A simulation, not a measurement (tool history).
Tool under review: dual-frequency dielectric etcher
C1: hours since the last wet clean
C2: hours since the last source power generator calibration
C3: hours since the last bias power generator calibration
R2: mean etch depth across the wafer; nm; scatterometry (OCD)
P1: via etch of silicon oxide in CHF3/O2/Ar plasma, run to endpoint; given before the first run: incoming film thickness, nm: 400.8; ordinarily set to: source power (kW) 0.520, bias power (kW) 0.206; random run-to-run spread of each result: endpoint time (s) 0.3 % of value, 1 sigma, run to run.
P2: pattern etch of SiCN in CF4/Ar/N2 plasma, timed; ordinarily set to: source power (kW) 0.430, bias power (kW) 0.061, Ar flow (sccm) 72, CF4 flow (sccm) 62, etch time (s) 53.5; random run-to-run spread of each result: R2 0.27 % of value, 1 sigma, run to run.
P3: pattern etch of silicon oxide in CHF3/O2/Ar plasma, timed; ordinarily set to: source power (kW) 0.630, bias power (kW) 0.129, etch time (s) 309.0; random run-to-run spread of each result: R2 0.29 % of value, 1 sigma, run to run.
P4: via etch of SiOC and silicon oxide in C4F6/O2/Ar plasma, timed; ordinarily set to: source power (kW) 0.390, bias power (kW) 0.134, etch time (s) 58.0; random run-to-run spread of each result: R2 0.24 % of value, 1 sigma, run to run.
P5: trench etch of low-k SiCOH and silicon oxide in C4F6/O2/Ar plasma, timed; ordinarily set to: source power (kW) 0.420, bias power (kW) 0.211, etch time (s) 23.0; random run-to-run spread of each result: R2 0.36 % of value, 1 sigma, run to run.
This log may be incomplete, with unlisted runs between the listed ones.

Run 1, hour 7.2: process that ran P1, source power (kW) 0.520, bias power (kW) 0.206; C1 213.0; C2 1902.9; C3 908.2. Result: endpoint time (s) 205.87.
Run 2, hour 17.7: process that ran P2, source power (kW) 0.430, bias power (kW) 0.061, Ar flow (sccm) 72, CF4 flow (sccm) 62, etch time (s) 53.5; C1 223.5; C2 1913.4; C3 918.7. Result: R2 44.770 nm.
Run 3, hour 31.4: process that ran P3, source power (kW) 0.630, bias power (kW) 0.129, etch time (s) 309.0; C1 237.2; C2 1927.1; C3 932.4. Result: R2 540.850 nm.
Run 4, hour 40.7: process that ran P1, source power (kW) 0.520, bias power (kW) 0.206; C1 246.5; C2 1936.4; C3 941.7. Result: endpoint time (s) 205.19.
Run 5, hour 53.4: process that ran P2, source power (kW) 0.430, bias power (kW) 0.061, Ar flow (sccm) 72, CF4 flow (sccm) 39, etch time (s) 53.5; C1 259.2; C2 1949.1; C3 954.4. Result: R2 41.302 nm.
Run 6, hour 66.4: process that ran P2, source power (kW) 0.430, bias power (kW) 0.037, Ar flow (sccm) 72, CF4 flow (sccm) 62, etch time (s) 53.5; C1 272.2; C2 1962.1; C3 967.4. Result: R2 38.279 nm.
Run 7, hour 73.3: process that ran P1, source power (kW) 0.520, bias power (kW) 0.206; C1 279.1; C2 1969.0; C3 974.3. Result: endpoint time (s) 204.50.
Run 8, hour 86.2: process that ran P2, source power (kW) 0.430, bias power (kW) 0.061, Ar flow (sccm) 72, CF4 flow (sccm) 62, etch time (s) 38.0; C1 292.0; C2 1981.9; C3 987.2. Result: R2 31.686 nm.
Run 9, hour 96.4: process that ran P1, source power (kW) 0.670, bias power (kW) 0.206; C1 302.2; C2 1992.1; C3 997.4. Result: endpoint time (s) 186.36.
Run 10, hour 110.5: process that ran P4, source power (kW) 0.230, bias power (kW) 0.134, etch time (s) 58.0; C1 316.3; C2 2006.2; C3 1011.5. Result: R2 49.079 nm.
Run 11, hour 124.8: process that ran P2, source power (kW) 0.290, bias power (kW) 0.061, Ar flow (sccm) 72, CF4 flow (sccm) 62, etch time (s) 53.5; C1 330.6; C2 2020.5; C3 1025.8. Result: R2 31.230 nm.
At hour 126.5: bias power generator calibrated.
Run 12, hour 138.2: process that ran P4, source power (kW) 0.390, bias power (kW) 0.134, etch time (s) 43.0; C1 344.0; C2 2033.9; C3 11.7. Result: R2 44.731 nm.
Run 13, hour 153.1: process that ran P2, source power (kW) 0.430, bias power (kW) 0.061, Ar flow (sccm) 101, CF4 flow (sccm) 62, etch time (s) 53.5; C1 358.9; C2 2048.8; C3 26.6. Result: R2 42.314 nm.
Run 14, hour 165.1: process that ran P4, source power (kW) 0.390, bias power (kW) 0.190, etch time (s) 58.0; C1 370.9; C2 2060.8; C3 38.6. Result: R2 67.742 nm.
Run 15, hour 176.6: process that ran P3, source power (kW) 0.830, bias power (kW) 0.129, etch time (s) 309.0; C1 382.4; C2 2072.3; C3 50.1. Result: R2 600.640 nm.
Run 16, hour 189.6: process that ran P5, source power (kW) 0.350, bias power (kW) 0.211, etch time (s) 23.0; C1 395.4; C2 2085.3; C3 63.1. Result: R2 71.859 nm.
Run 17, hour 204.3: process that ran P2, source power (kW) 0.430, bias power (kW) 0.061, Ar flow (sccm) 72, CF4 flow (sccm) 62, etch time (s) 53.5; C1 410.1; C2 2100.0; C3 77.8. Result: R2 44.492 nm.
Run 18, hour 213.8: process that ran P5, source power (kW) 0.420, bias power (kW) 0.211, etch time (s) 23.0; C1 419.6; C2 2109.5; C3 87.3. Result: R2 76.959 nm.
Run 19, hour 223.6: process that ran P5, source power (kW) 0.420, bias power (kW) 0.211, etch time (s) 23.0; C1 429.4; C2 2119.3; C3 97.1. Result: R2 76.999 nm.
Run 20, hour 237.2: process that ran P1, source power (kW) 0.690, bias power (kW) 0.128; C1 443.0; C2 2132.9; C3 110.7. Result: endpoint time (s) 215.87.
Run 21, hour 250.8: process that ran P3, source power (kW) 0.630, bias power (kW) 0.129, etch time (s) 399.5; C1 456.6; C2 2146.5; C3 124.3. Result: R2 700.120 nm.
Run 22, hour 263.0: process that ran P5, source power (kW) 0.420, bias power (kW) 0.211, etch time (s) 33.5; C1 468.8; C2 2158.7; C3 136.5. Result: R2 111.300 nm.
Run 23, hour 277.9: process that ran P1, source power (kW) 0.520, bias power (kW) 0.291; C1 483.7; C2 2173.6; C3 151.4. Result: endpoint time (s) 180.43.
Run 24, hour 289.6: process that ran P1, source power (kW) 0.520, bias power (kW) 0.206; C1 495.4; C2 2185.3; C3 163.1. Result: endpoint time (s) 205.98.
Run 25, hour 296.9: process that ran P5, source power (kW) 0.420, bias power (kW) 0.299, etch time (s) 23.0; C1 502.7; C2 2192.6; C3 170.4. Result: R2 86.772 nm.
Run 26, hour 311.1: process that ran P1, source power (kW) 0.520, bias power (kW) 0.206; C1 516.9; C2 2206.8; C3 184.6. Result: endpoint time (s) 205.85.
Run 27, hour 322.6: process that ran P1, source power (kW) 0.350, bias power (kW) 0.206; C1 528.4; C2 2218.3; C3 196.1. Result: endpoint time (s) 238.85.
Run 28, hour 331.0: process that ran P4, source power (kW) 0.390, bias power (kW) 0.134, etch time (s) 58.0; C1 536.8; C2 2226.7; C3 204.5. Result: R2 60.937 nm.
Run 29, hour 343.4: process that ran P1, source power (kW) 0.520, bias power (kW) 0.135; C1 549.2; C2 2239.1; C3 216.9. Result: endpoint time (s) 236.58.
Run 30, hour 350.6: process that ran P1, source power (kW) 0.520, bias power (kW) 0.206; C1 556.4; C2 2246.3; C3 224.1. Result: endpoint time (s) 206.68.
Run 31, hour 362.6: process that ran P3, source power (kW) 0.630, bias power (kW) 0.165, etch time (s) 309.0; C1 568.4; C2 2258.3; C3 236.1. Result: R2 584.140 nm.
Run 32, hour 371.0: process that ran P1, source power (kW) 0.520, bias power (kW) 0.206; C1 576.8; C2 2266.7; C3 244.5. Result: endpoint time (s) 205.88.
Run 33, hour 385.9: process that ran P1, source power (kW) 0.520, bias power (kW) 0.206; C1 591.7; C2 2281.6; C3 259.4. Result: endpoint time (s) 205.43.
Run 34, hour 399.5: process that ran P1, source power (kW) 0.520, bias power (kW) 0.206; C1 605.3; C2 2295.2; C3 273.0. Result: endpoint time (s) 203.85.
Run 35, hour 411.7: process that ran P1, source power (kW) 0.520, bias power (kW) 0.206; C1 617.5; C2 2307.4; C3 285.2. Result: endpoint time (s) 203.23.
Run 36, hour 426.4: process that ran P1, source power (kW) 0.520, bias power (kW) 0.206; C1 632.2; C2 2322.1; C3 299.9. Result: endpoint time (s) 203.07.
At hour 436.4: wet clean of the chamber.
Run 37, hour 439.0: process that ran P1, source power (kW) 0.520, bias power (kW) 0.206; C1 2.7; C2 2334.7; C3 312.5. Result: endpoint time (s) 203.17.
Run 38, hour 447.7: process that ran P1, source power (kW) 0.520, bias power (kW) 0.206; C1 11.4; C2 2343.4; C3 321.2. Result: endpoint time (s) 202.21.
Run 39, hour 459.0: process that ran P1, source power (kW) 0.520, bias power (kW) 0.206; C1 22.7; C2 2354.7; C3 332.5. Result: endpoint time (s) 202.51.

Estimate the outcome of run 40 from the log above:
Run 40, hour 472.2: process that ran P1, source power (kW) 0.520, bias power (kW) 0.206; C1 35.9; C2 2367.9; C3 345.7. Result: endpoint time (s) ?.

endpoint time (s): 202.30
